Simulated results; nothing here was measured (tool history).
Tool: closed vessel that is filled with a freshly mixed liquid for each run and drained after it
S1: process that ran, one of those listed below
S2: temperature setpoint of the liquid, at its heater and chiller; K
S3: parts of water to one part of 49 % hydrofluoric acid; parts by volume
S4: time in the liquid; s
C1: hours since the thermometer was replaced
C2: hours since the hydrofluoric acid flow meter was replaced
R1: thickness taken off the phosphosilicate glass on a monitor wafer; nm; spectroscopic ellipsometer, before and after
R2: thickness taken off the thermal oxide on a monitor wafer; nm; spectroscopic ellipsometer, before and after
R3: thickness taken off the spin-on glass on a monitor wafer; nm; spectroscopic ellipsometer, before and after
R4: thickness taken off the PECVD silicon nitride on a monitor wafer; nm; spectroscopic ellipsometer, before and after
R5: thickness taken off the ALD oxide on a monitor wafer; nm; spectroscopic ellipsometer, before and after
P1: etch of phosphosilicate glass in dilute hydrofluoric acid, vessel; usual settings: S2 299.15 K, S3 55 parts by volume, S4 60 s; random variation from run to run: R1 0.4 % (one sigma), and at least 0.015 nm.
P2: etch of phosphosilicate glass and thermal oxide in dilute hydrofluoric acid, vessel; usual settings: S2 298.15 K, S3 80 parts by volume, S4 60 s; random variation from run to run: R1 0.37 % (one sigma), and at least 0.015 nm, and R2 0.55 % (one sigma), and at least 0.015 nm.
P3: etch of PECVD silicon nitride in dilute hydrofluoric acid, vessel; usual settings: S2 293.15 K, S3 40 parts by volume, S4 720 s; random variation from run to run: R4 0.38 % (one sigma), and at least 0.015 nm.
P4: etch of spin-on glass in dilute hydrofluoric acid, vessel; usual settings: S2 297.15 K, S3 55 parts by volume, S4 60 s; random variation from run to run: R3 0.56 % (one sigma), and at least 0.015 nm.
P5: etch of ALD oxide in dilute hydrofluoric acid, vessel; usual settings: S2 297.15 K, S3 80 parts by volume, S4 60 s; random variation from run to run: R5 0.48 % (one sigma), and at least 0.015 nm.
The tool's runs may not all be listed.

| run | hour | S1 | S2 | S3 | S4 | C1 | C2 | R1 | R2 | R3 | R4 | R5 |
|---|---|---|---|---|---|---|---|---|---|---|---|---|
| 1 | 15.7 | P1 | 299.15 | 55 | 60 | 240.4 | 1492.5 | 103.73 |  |  |  |  |
| 2 | 23.8 | P2 | 298.15 | 80 | 60 | 248.5 | 1500.6 | 88.751 | 3.8672 |  |  |  |
| 3 | 40.2 | P1 | 299.15 | 55 | 60 | 264.9 | 1517 | 103.3 |  |  |  |  |
| 4 | 48.3 | P4 | 297.15 | 20 | 60 | 273 | 1525.1 |  |  | 183.91 |  |  |
| 5 | 66.2 | P1 | 305.15 | 55 | 60 | 290.9 | 1543 | 131.42 |  |  |  |  |
| 6 | 77.7 | P3 | 293.15 | 40 | 1100 | 302.4 | 1554.5 |  |  |  | 35.281 |  |
| 7 | 89.1 | P2 | 298.15 | 80 | 60 | 313.8 | 1565.9 | 88.322 | 3.8738 |  |  |  |
| 8 | 102.4 | P5 | 297.15 | 80 | 30 | 327.1 | 1579.2 |  |  |  |  | 5.3526 |
| 9 | 120.5 | P4 | 297.15 | 55 | 60 | 345.2 | 1597.3 |  |  | 64.373 |  |  |
| 10 | 134.8 | P4 | 297.15 | 55 | 105 | 359.5 | 1611.6 |  |  | 112.63 |  |  |
| 11 | 143.6 | P2 | 298.15 | 80 | 30 | 368.3 | 1620.4 | 44.116 | 1.9108 |  |  |  |
| 12 | 161.7 | P1 | 299.15 | 30 | 85 | 386.4 | 1638.5 | 278.23 |  |  |  |  |
| 13 | 176.6 | P1 | 299.15 | 55 | 60 | 401.3 | 1653.4 | 103.23 |  |  |  |  |
| 14 | 186.8 | P2 | 305.65 | 80 | 60 | 411.5 | 1663.6 | 117.96 | 5.2242 |  |  |  |
| 15 | 199.2 | P5 | 297.15 | 80 | 60 | 423.9 | 1676 |  |  |  |  | 10.803 |
| 16 | 217.4 | P4 | 304.65 | 55 | 60 | 442.1 | 1694.2 |  |  | 86.601 |  |  |
| 17 | 231.5 | P1 | 299.15 | 55 | 60 | 456.2 | 1708.3 | 103.46 |  |  |  |  |
| 18 | 244.9 | P1 | 299.15 | 55 | 85 | 469.6 | 1721.7 | 146.88 |  |  |  |  |
| 19 | 258.7 | P1 | 299.15 | 55 | 30 | 483.4 | 1735.5 | 51.784 |  |  |  |  |
| 20 | 271.5 | P2 | 298.15 | 40 | 60 | 496.2 | 1748.3 | 185.81 | 8.1506 |  |  |  |
| 21 | 281 | P5 | 297.15 | 25 | 60 | 505.7 | 1757.8 |  |  |  |  | 36.916 |
| 22 | 293.6 | P1 | 299.15 | 80 | 60 | 518.3 | 1770.4 | 68.765 |  |  |  |  |

Run 23 comes next. What will it give?
| 23 | 303.4 | P1 | 299.15 | 20 | 60 | 528.1 | 1780.2 | ? |  |  |  |  |

R1: 298.72 nm
